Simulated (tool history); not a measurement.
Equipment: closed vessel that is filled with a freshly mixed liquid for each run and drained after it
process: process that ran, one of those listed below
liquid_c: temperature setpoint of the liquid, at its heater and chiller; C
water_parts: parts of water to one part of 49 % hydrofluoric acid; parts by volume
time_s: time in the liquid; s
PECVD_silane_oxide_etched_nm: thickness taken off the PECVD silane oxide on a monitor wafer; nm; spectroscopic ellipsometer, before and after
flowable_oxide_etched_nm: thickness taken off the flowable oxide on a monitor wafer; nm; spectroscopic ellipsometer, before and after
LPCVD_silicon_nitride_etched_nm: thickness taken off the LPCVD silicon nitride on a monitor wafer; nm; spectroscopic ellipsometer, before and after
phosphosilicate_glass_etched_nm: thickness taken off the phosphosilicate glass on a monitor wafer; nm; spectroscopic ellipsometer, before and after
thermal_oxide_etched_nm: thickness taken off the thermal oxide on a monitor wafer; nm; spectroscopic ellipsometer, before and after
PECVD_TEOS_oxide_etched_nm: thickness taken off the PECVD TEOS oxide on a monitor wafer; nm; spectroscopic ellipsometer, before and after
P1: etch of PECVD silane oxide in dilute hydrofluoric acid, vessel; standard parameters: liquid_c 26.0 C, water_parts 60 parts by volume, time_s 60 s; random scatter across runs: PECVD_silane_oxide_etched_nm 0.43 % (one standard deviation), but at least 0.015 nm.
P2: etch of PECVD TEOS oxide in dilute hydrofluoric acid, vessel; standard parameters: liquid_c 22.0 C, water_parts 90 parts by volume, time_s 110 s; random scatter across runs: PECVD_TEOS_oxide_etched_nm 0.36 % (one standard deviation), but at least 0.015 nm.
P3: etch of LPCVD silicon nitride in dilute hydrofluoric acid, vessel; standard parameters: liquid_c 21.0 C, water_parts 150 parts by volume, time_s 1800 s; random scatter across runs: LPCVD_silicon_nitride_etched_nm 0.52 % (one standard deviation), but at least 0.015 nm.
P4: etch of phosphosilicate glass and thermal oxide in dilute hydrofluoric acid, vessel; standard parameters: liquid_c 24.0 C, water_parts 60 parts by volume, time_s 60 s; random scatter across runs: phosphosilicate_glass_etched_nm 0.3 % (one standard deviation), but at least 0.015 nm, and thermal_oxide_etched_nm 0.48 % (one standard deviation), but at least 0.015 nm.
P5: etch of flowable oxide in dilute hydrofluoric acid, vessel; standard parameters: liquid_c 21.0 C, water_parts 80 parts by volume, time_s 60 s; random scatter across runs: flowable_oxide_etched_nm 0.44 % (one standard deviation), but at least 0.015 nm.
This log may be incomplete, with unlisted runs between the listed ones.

run	hour	process	liquid_c	water_parts	time_s	PECVD_silane_oxide_etched_nm	flowable_oxide_etched_nm	LPCVD_silicon_nitride_etched_nm	phosphosilicate_glass_etched_nm	thermal_oxide_etched_nm	PECVD_TEOS_oxide_etched_nm
1	10.9	P1	26.0	60	60	52.303					
2	27.9	P1	30.5	60	60	62.394					
3	45.3	P1	18.0	60	30	18.616					
4	55.1	P5	21.0	80	60		25.535				
5	64.5	P1	26.0	20	60	164.590					
6	79.3	P3	17.0	150	1800			4.41630			
7	97.1	P1	21.5	60	60	42.998					
8	110.4	P4	18.5	60	60				79.605	4.0230	
9	122.5	P2	22.0	90	110						18.1560
10	138.0	P3	21.0	150	265			0.83707			
11	154.6	P5	21.0	80	60		25.518				
12	169.6	P1	26.0	60	85	73.993					
13	184.3	P1	26.0	60	60	52.081					
14	194.6	P5	26.5	80	60		31.559				
15	206.6	P5	21.0	25	60		87.445				
16	223.8	P1	26.0	60	60	51.337					
17	235.7	P4	24.0	60	100				167.020	8.3902	
18	250.4	P1	20.0	30	60	83.930					
19	263.0	P2	22.0	125	110						12.5140
20	279.0	P1	33.5	60	30	34.948					
21	292.6	P1	26.0	60	30	25.942					
# hour 293.0: thermometer replaced
22	301.8	P4	24.0	60	60				99.737	5.0379	
23	311.3	P1	26.0	90	60	33.251					
24	329.4	P3	21.0	35	1800			23.90100			
25	338.0	P1	26.0	60	60	52.224					
26	356.8	P5	21.0	80	30		12.822				
27	374.1	P4	24.0	110	60				51.450	2.5850	
28	391.0	P3	21.0	150	1800			5.76540			
29	404.2	P4	24.0	60	60				100.100	5.0644	
30	421.2	P2	17.0	90	110						14.7120
31	437.9	P1	26.0	60	60	51.766					
32	448.9	P2	22.0	90	30						4.9688
33	462.2	P1	26.0	60	60	51.870					
34	475.1	P1	26.0	60	60	53.373					
35	484.0	P1	26.0	60	60	54.459					
36	499.1	P1	26.0	60	60	55.307					
37	515.6	P1	26.0	60	60	56.010					
38	533.0	P1	26.0	60	60	55.849					
39	546.2	P1	26.0	60	60	56.161					
40	556.2	P1	26.0	60	60	56.398					
41	570.3	P1	26.0	60	60	56.207					
42	584.4	P1	26.0	60	60	56.915					
43	597.5	P1	26.0	60	60	56.278					

Something has made what P1 gives creep away from where it was; the 2 causes below, each at its own stated size, fit the log equally well:
A: liquid hotter than its thermometer reads (K) = 2.16
B: hydrofluoric acid flow above the setpoint (%) = 8.26
Creep in the process output first set in at about hour 462.2.

Which of the 4 check runs listed below, each an average over 3 wafers with its results shown as question marks, gives clearly different results under the different listed causes?
check 1	610.6	P2	17.0	90	35						?
check 2	610.6	P4	24.0	85	85				?	?	
check 3	610.6	P3	18.0	150	335			?			
check 4	610.6	P5	21.0	80	35		?				

Predicted outcomes, by check and by cause:
check	result	if A	if B
check 1	PECVD_TEOS_oxide_etched_nm	5.1277	5.1066
check 2	phosphosilicate_glass_etched_nm	105.660	105.860
check 2	thermal_oxide_etched_nm	5.3241	5.3343
check 3	LPCVD_silicon_nitride_etched_nm	1.01090	0.94379
check 4	flowable_oxide_etched_nm	16.286	16.257
Minimum pairwise separation of causes per check, each pair taken at its best-separating result: check 1 0.41 %; check 2 0.19 %; check 3 6.87 %; check 4 0.18 %
Check 3 is the one run that separates the causes; every other check would come out nearly the same whichever cause is at work.

With check 3 done, the readings were: LPCVD_silicon_nitride_etched_nm 1.01840 nm. Identify which of the listed causes applies.

It is A: liquid hotter than its thermometer reads (K).
